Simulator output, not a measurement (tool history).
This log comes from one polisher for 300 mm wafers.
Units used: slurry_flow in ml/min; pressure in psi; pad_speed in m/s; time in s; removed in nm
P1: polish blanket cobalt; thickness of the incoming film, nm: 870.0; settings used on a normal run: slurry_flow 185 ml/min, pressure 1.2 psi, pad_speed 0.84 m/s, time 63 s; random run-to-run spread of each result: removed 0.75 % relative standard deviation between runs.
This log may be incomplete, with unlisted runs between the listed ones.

run	day	slurry_flow	pressure	pad_speed	time	wafers polished on this pad	hours since the slurry nozzle was cleaned	hours since the head pressure was calibrated	removed
1	0.408	185	1.2	0.84	63	564	532.7	89.1	166.19
2	0.879	110	1.2	0.84	63	661	544	100.4	149.51
3	1.5	185	1.2	0.84	29	789	558.9	115.3	75.686
4	2.138	185	1.2	0.84	63	920	574.2	130.6	163.29
5	2.762	185	1.2	0.84	100	1049	589.2	145.6	260.88
6	3.267	185	1.2	0.84	63	1153	601.3	157.7	166.85
# day 3.65: worn pad replaced by a new one
7	3.817	185	1.2	0.4	63	35	614.5	170.9	78.812
8	4.208	185	1.6	0.84	47	115	623.9	180.3	164.06
9	4.625	185	1.2	0.84	63	201	633.9	190.3	166.96
10	5.225	185	1.2	0.84	63	325	648.3	204.7	161.45
11	5.742	185	1.2	1.22	63	432	660.7	217.1	236.6
# day 5.921: head pressure recalibrated
12	6.275	185	1.8	0.84	63	542	673.5	8.6	246.89
13	6.85	255	1.5	0.84	63	660	687.3	22.4	213.15
14	7.138	185	0.6	0.84	63	720	694.2	29.3	83.631
15	7.621	275	1.2	0.84	63	819	705.8	40.9	171.48
16	8.012	185	1.6	0.48	63	900	715.2	50.3	127.14
17	8.417	185	1.2	0.84	63	983	724.9	60	164.34
18	8.725	185	1.2	0.84	63	1047	732.3	67.4	165.23
19	9.104	185	1.2	0.84	63	1125	741.4	76.5	162.84
20	9.55	185	1.2	0.84	63	1217	752.1	87.2	160.1
21	10.062	185	1.2	0.84	63	1323	764.4	99.5	159.95
22	10.375	185	1.2	0.84	63	1387	771.9	107	158.81
23	10.817	185	1.2	0.84	63	1478	782.5	117.6	155.56
# day 11: worn pad replaced by a new one
24	11.25	185	1.2	0.84	63	52	792.9	128	156.87
25	11.6	185	1.2	0.84	63	124	801.3	136.4	156.81
26	12.021	185	1.2	0.84	63	210	811.4	146.5	157.88
27	12.583	185	1.2	0.84	63	326	824.9	160	156.62

Run 28 is up next; what results do you expect?
28	13.067	185	1.2	0.84	63	426	836.5	171.6	?

removed: 156.42 nm

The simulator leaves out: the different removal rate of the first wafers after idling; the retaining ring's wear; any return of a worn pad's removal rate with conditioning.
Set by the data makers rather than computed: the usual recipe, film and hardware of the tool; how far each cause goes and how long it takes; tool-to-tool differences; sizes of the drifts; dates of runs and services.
